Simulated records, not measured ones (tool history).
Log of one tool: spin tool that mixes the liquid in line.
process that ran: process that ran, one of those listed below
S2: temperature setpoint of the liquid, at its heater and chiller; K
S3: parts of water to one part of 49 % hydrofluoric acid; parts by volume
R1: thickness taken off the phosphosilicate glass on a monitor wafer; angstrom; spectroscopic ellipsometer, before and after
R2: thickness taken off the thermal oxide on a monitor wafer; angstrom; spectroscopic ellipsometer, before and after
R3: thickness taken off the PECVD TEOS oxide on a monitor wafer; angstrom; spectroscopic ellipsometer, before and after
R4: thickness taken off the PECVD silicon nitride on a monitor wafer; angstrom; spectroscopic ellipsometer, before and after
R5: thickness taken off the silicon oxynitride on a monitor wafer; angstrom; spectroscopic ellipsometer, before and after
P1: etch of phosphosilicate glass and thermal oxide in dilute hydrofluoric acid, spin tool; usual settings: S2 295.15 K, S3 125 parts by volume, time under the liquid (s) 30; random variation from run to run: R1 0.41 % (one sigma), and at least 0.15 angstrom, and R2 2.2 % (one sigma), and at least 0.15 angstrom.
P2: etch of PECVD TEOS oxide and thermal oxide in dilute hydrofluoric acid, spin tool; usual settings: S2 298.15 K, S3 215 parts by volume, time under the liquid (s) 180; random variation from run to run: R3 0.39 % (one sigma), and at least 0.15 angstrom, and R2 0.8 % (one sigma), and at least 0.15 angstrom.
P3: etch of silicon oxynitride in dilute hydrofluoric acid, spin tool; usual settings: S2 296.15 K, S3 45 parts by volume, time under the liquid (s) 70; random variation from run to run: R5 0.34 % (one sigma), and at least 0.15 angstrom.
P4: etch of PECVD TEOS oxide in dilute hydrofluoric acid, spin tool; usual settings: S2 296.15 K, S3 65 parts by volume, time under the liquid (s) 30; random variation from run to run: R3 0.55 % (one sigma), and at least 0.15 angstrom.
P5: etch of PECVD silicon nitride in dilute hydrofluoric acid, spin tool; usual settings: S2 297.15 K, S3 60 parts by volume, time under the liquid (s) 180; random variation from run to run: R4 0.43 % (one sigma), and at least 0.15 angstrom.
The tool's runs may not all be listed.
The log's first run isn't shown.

{"run": 2, "day": 0.671, "process that ran": "P4", "S2": 296.15, "S3": 65, "time under the liquid (s)": 30, "R3": 98.777}
{"run": 3, "day": 1.025, "process that ran": "P5", "S2": 290.65, "S3": 60, "time under the liquid (s)": 180, "R4": 33.081}
{"run": 4, "day": 1.4, "process that ran": "P3", "S2": 304.15, "S3": 45, "time under the liquid (s)": 70, "R5": 88.647}
{"run": 5, "day": 1.779, "process that ran": "P2", "S2": 298.15, "S3": 215, "time under the liquid (s)": 180, "R2": 34.347, "R3": 143.33}
{"run": 6, "day": 2.088, "process that ran": "P2", "S2": 298.15, "S3": 215, "time under the liquid (s)": 20, "R2": 3.9622, "R3": 16.019}
{"run": 7, "day": 2.3, "process that ran": "P2", "S2": 298.15, "S3": 110, "time under the liquid (s)": 180, "R2": 75.338, "R3": 316.85}
{"day": 2.421, "done": "thermometer replaced"}
{"run": 8, "day": 2.604, "process that ran": "P4", "S2": 296.15, "S3": 65, "time under the liquid (s)": 15, "R3": 49.199}
{"run": 9, "day": 2.946, "process that ran": "P1", "S2": 295.15, "S3": 125, "time under the liquid (s)": 30, "R1": 194.93, "R2": 9.9329}
{"run": 10, "day": 3.338, "process that ran": "P1", "S2": 290.15, "S3": 125, "time under the liquid (s)": 30, "R1": 159.59, "R2": 8.488}
{"run": 11, "day": 3.746, "process that ran": "P4", "S2": 296.15, "S3": 115, "time under the liquid (s)": 30, "R3": 52.101}
{"run": 12, "day": 4.062, "process that ran": "P5", "S2": 297.15, "S3": 60, "time under the liquid (s)": 180, "R4": 52.186}
{"run": 13, "day": 4.475, "process that ran": "P4", "S2": 296.15, "S3": 65, "time under the liquid (s)": 30, "R3": 97.791}
{"run": 14, "day": 4.85, "process that ran": "P1", "S2": 295.15, "S3": 35, "time under the liquid (s)": 30, "R1": 776.3, "R2": 40.76}
{"run": 15, "day": 5.121, "process that ran": "P1", "S2": 295.15, "S3": 125, "time under the liquid (s)": 30, "R1": 195.85, "R2": 10.309}
{"run": 16, "day": 5.496, "process that ran": "P5", "S2": 297.15, "S3": 60, "time under the liquid (s)": 180, "R4": 52.523}
{"run": 17, "day": 5.862, "process that ran": "P2", "S2": 298.15, "S3": 215, "time under the liquid (s)": 180, "R2": 34.794, "R3": 143.68}
{"run": 18, "day": 6.246, "process that ran": "P3", "S2": 296.15, "S3": 45, "time under the liquid (s)": 70, "R5": 60.437}
{"run": 19, "day": 6.667, "process that ran": "P1", "S2": 302.65, "S3": 125, "time under the liquid (s)": 30, "R1": 260.2, "R2": 13.855}
{"run": 20, "day": 6.933, "process that ran": "P3", "S2": 296.15, "S3": 20, "time under the liquid (s)": 70, "R5": 138.62}
{"run": 21, "day": 7.338, "process that ran": "P2", "S2": 290.15, "S3": 215, "time under the liquid (s)": 180, "R2": 24.734, "R3": 106.34}
{"run": 22, "day": 7.671, "process that ran": "P1", "S2": 295.15, "S3": 125, "time under the liquid (s)": 30, "R1": 197.21, "R2": 10.483}
{"run": 23, "day": 7.933, "process that ran": "P3", "S2": 296.15, "S3": 45, "time under the liquid (s)": 15, "R5": 13.111}
{"run": 24, "day": 8.254, "process that ran": "P1", "S2": 295.15, "S3": 210, "time under the liquid (s)": 30, "R1": 106.85, "R2": 5.8962}
{"run": 25, "day": 8.538, "process that ran": "P1", "S2": 295.15, "S3": 125, "time under the liquid (s)": 15, "R1": 98.047, "R2": 4.8546}

The next listed run, before its measurement:
{"run": 26, "day": 8.921, "process that ran": "P1", "S2": 295.15, "S3": 125, "time under the liquid (s)": 55, "R1": "?", "R2": "?"}

R1: 359.7 angstrom
R2: 19.214 angstrom
